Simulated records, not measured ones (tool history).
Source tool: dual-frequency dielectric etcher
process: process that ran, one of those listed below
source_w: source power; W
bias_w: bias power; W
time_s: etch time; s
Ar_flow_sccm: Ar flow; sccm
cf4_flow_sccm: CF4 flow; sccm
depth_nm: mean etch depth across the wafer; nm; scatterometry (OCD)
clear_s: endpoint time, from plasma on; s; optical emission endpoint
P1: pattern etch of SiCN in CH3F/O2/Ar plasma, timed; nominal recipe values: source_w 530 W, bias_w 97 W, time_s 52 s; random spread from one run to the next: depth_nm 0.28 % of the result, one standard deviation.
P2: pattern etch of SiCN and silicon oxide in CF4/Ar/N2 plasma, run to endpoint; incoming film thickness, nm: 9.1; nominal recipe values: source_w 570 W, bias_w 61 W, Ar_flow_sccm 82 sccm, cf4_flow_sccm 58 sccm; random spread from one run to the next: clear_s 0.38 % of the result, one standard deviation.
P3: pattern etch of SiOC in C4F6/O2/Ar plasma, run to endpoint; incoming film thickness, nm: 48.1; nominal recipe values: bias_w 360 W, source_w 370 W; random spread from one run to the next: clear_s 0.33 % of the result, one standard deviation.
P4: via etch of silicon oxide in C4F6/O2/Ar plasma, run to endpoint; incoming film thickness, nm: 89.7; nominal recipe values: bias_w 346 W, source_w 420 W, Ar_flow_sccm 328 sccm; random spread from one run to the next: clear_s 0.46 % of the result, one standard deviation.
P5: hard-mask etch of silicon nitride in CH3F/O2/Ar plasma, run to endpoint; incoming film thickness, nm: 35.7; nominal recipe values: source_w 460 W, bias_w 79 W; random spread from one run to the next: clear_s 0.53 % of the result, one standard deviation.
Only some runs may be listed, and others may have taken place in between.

run	hour	process	source_w	bias_w	time_s	Ar_flow_sccm	cf4_flow_sccm	hours since the last wet clean	hours since the last source power generator calibration	hours since the last bias power generator calibration	depth_nm	clear_s
1	13.9	P1	530	97	52			497.7	2754.2	977.3	24.032	
2	29.1	P2	570	61		82	58	512.9	2769.4	992.5		9.1989
3	41.7	P2	720	61		82	58	525.5	2782	1005.1		7.4059
4	51.3	P1	530	62	52			535.1	2791.6	1014.7	20.592	
5	62.9	P2	570	61		82	75	546.7	2803.2	1026.3		8.7912
6	74.3	P5	460	79				558.1	2814.6	1037.7		45.571
7	89.7	P3	480	360				573.5	2830	1053.1		17.254
8	100.5	P1	650	97	52			584.3	2840.8	1063.9	25.962	
9	111.9	P1	530	97	52			595.7	2852.2	1075.3	24.085	
10	122.7	P2	570	61		114	58	606.5	2863	1086.1		9.6493
11	131.3	P2	570	43		82	58	615.1	2871.6	1094.7		10.186
12	145.6	P4	420	456		328		629.4	2885.9	1109		20.306
13	154.3	P5	460	79				638.1	2894.6	1117.7		45.693
14	167.7	P1	530	97	29.5			651.5	2908	1131.1	13.656	
15	182.6	P3	370	360				666.4	2922.9	1146		18.923
16	189.5	P3	370	285				673.3	2929.8	1152.9		20.403
17	199	P1	720	97	76			682.8	2939.3	1162.4	39.348	
18	211.7	P4	540	346		328		695.5	2952	1175.1		20.46
19	221.5	P4	420	346		328		705.3	2961.8	1184.9		22.339
20	233.7	P1	420	97	52			717.5	2974	1197.1	22.077	
21	245.1	P1	530	97	52			728.9	2985.4	1208.5	24.119	
22	256.5	P1	530	97	78			740.3	2996.8	1219.9	36.031	
23	270	P1	530	115	52			753.8	3010.3	1233.4	25.764	
24	276.7	P1	530	97	52			760.5	3017	1240.1	24.007	
# hour 281.5: source power generator calibrated
25	283.6	P4	420	346		258		767.4	2.2	1247		21.909
26	295.4	P1	530	132	70.5			779.2	14	1258.8	36.594	
27	303.7	P2	570	61		82	58	787.5	22.3	1267.1		9.1314
28	310.7	P1	530	97	52			794.5	29.3	1274.1	24.038	
29	317.7	P5	600	79				801.5	36.3	1281.1		41.102
30	333.2	P5	460	47				817	51.8	1296.6		53.833
31	348.6	P1	530	97	52			832.4	67.2	1312	24.014	
32	357.6	P1	530	97	52			841.4	76.2	1321	24.148	
33	364.6	P1	530	97	52			848.4	83.2	1328	24.128	
34	379.4	P1	530	97	52			863.2	98	1342.8	24.444	
35	386.6	P1	530	97	52			870.4	105.2	1350	24.314	
36	394.1	P1	530	97	52			877.9	112.7	1357.5	24.384	
37	404.6	P1	530	97	52			888.4	123.2	1368	24.309	
38	419.8	P1	530	97	52			903.6	138.4	1383.2	24.507	
39	434.5	P1	530	97	52			918.3	153.1	1397.9	24.329	
# hour 440.7: wet clean of the chamber
40	447.3	P1	530	97	52			6.7	165.9	1410.7	24.354	
41	459.2	P1	530	97	52			18.6	177.8	1422.6	24.4	
42	473.4	P1	530	97	52			32.8	192	1436.8	24.398	

What P1 gives has crept away from where it was. These 2 causes fit the log equally well, each at the size given:
A: source power that arrives over what is set, % = 3.87
B: bias power that arrives over what is set, % = 3.89
The process output started creeping at around hour 348.6.
The rest of the possible causes, and what rules out each one:
chamber walls in a state that raises the etch rate, %: serviced after onset, at hour 440.7, with no recovery of the prior output

You are offered 4 check runs, listed below with question marks in place of their results; each one averages 2 wafers. Which run separates the listed causes by giving clearly different results for each?
check 1	487.6	P5	460	79								?
check 2	487.6	P4	420	346		328						?
check 3	487.6	P3	370	360								?
check 4	487.6	P2	570	61		82	58					?

How each check would come out, cause by cause:
check	result	if A	if B
check 1	clear_s	44.994	45.044
check 2	clear_s	22.092	22.11
check 3	clear_s	18.663	18.673
check 4	clear_s	8.8513	9.0442
Minimum pairwise separation of causes per check, each pair taken at its best-separating result: check 1 0.11 %; check 2 0.08 %; check 3 0.06 %; check 4 2.16 %
Check 4 distinguishes between the causes, while the remaining checks would return nearly the same result for all of them.

The results of check 4 are: clear_s 8.852 s. Based on these, which of the listed causes is it?

The cause is A: source power that arrives over what is set, %.
